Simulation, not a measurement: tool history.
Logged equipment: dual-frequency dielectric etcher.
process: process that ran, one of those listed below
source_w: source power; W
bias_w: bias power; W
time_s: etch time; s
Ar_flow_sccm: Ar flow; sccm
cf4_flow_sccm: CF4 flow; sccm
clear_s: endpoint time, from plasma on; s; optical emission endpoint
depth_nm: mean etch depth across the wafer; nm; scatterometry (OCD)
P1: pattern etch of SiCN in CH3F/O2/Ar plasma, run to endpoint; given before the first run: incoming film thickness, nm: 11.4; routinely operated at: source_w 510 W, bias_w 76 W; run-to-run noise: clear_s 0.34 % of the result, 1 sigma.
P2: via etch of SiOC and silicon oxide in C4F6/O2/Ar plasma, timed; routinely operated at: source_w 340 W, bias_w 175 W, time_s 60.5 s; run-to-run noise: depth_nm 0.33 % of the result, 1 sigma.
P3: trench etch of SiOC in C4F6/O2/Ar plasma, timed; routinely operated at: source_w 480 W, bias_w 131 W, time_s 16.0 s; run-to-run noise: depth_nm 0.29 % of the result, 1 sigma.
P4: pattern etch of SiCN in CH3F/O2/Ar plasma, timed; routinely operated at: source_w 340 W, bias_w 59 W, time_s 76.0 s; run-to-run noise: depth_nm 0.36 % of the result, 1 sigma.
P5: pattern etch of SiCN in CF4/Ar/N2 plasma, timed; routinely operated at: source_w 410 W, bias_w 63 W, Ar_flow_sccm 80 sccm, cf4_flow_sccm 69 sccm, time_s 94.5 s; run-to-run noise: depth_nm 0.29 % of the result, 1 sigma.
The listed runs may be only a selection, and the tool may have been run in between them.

run,hour,process,source_w,bias_w,time_s,Ar_flow_sccm,cf4_flow_sccm,hours since the last wet clean,hours since the last source power generator calibration,hours since the last bias power generator calibration,clear_s,depth_nm
1,6.0,P1,510,76,,,,400.1,648.5,1920.8,27.450,
2,12.0,P3,330,131,16.0,,,406.1,654.5,1926.8,,28.209
3,20.5,P1,350,53,,,,414.6,663.0,1935.3,36.026,
4,27.3,P5,410,63,94.5,61,69,421.4,669.8,1942.1,,74.876
5,36.6,P5,410,63,64.0,80,69,430.7,679.1,1951.4,,48.930
6,45.9,P1,510,76,,,,440.0,688.4,1960.7,27.396,
7,54.8,P4,410,59,76.0,,,448.9,697.3,1969.6,,27.833
8,61.9,P1,390,76,,,,456.0,704.4,1976.7,30.478,
9,71.8,P1,370,106,,,,465.9,714.3,1986.6,27.420,
10,77.8,P5,310,63,94.5,80,69,471.9,720.3,1992.6,,56.240
11,84.2,P5,410,63,94.5,80,69,478.3,726.7,1999.0,,71.911
12,89.7,P1,600,54,,,,483.8,732.2,2004.5,28.984,
13,95.2,P1,510,76,,,,489.3,737.7,2010.0,27.362,
14,100.8,P5,410,63,94.5,80,83,494.9,743.3,2015.6,,73.815
15,109.9,P1,510,105,,,,504.0,752.4,2024.7,24.400,
16,118.4,P1,610,76,,,,512.5,760.9,2033.2,25.677,
17,123.0,P4,340,59,43.0,,,517.1,765.5,2037.8,,14.804
# hour 130.5: source power generator calibrated
18,132.9,P2,340,213,60.5,,,527.0,2.4,2047.7,,68.730
19,141.9,P2,210,175,60.5,,,536.0,11.4,2056.7,,53.385
20,146.4,P2,340,175,60.5,,,540.5,15.9,2061.2,,64.531
21,154.0,P3,480,131,11.5,,,548.1,23.5,2068.8,,23.482
22,162.4,P4,340,59,76.0,,,556.5,31.9,2077.2,,26.120
23,168.7,P3,480,181,16.0,,,562.8,38.2,2083.5,,36.034
24,175.5,P4,340,59,76.0,,,569.6,45.0,2090.3,,26.022
25,183.5,P1,510,47,,,,577.6,53.0,2098.3,32.327,
26,188.2,P1,510,76,,,,582.3,57.7,2103.0,27.594,
27,196.3,P2,340,175,40.0,,,590.4,65.8,2111.1,,42.535
28,205.9,P3,480,131,16.0,,,600.0,75.4,2120.7,,32.681
29,215.8,P2,340,175,60.5,,,609.9,85.3,2130.6,,64.587
30,225.2,P5,410,81,94.5,80,69,619.3,94.7,2140.0,,78.424
31,230.8,P4,340,42,76.0,,,624.9,100.3,2145.6,,23.230
32,241.0,P1,510,76,,,,635.1,110.5,2155.8,27.569,
33,251.0,P1,510,76,,,,645.1,120.5,2165.8,27.678,
34,259.7,P1,510,76,,,,653.8,129.2,2174.5,27.190,
35,265.9,P1,510,76,,,,660.0,135.4,2180.7,27.117,
36,273.9,P1,510,76,,,,668.0,143.4,2188.7,27.104,
37,280.3,P1,510,76,,,,674.4,149.8,2195.1,26.764,
# hour 281.1: wet clean of the chamber
38,287.8,P1,510,76,,,,6.8,157.3,2202.6,26.866,
39,296.5,P1,510,76,,,,15.5,166.0,2211.3,27.016,

P1 no longer gives what it gave before; its output has crept away from where it was. The following 2 causes, each at its listed size, fit the log equally well:
A: source power that arrives over what is set, % = 4.56
B: bias power that arrives over what is set, % = 4.88
At approximately hour 251.0, the process output began to creep.
Ruled out, with reasons:
chamber walls in a state that raises the etch rate, %: serviced at hour 281.1, after the drift had started, without restoring the earlier output

Consider the 4 single-wafer check runs listed below, results given as question marks: which one distinguishes between the causes by giving clearly different results for each?
check 1,305.2,P4,340,59,76.0,,,,,,,?
check 2,305.2,P3,480,131,16.0,,,,,,,?
check 3,305.2,P2,340,175,60.5,,,,,,,?
check 4,305.2,P5,410,63,94.5,80,69,,,,,?

Expected result of each check under each candidate cause:
check,result,if A,if B
check 1,depth_nm,26.521,26.506
check 2,depth_nm,33.328,33.197
check 3,depth_nm,65.501,65.387
check 4,depth_nm,74.954,73.200
Per-check spread between the two closest causes, in the result where they differ most: check 1 0.05 %; check 2 0.39 %; check 3 0.17 %; check 4 2.37 %
Only in check 4 would the causes give clearly different results; in the remaining checks their results would be nearly the same.

With check 4 done, the readings were: depth_nm 74.913 nm. Identify which of the listed causes applies.

The cause is A: source power that arrives over what is set, %.

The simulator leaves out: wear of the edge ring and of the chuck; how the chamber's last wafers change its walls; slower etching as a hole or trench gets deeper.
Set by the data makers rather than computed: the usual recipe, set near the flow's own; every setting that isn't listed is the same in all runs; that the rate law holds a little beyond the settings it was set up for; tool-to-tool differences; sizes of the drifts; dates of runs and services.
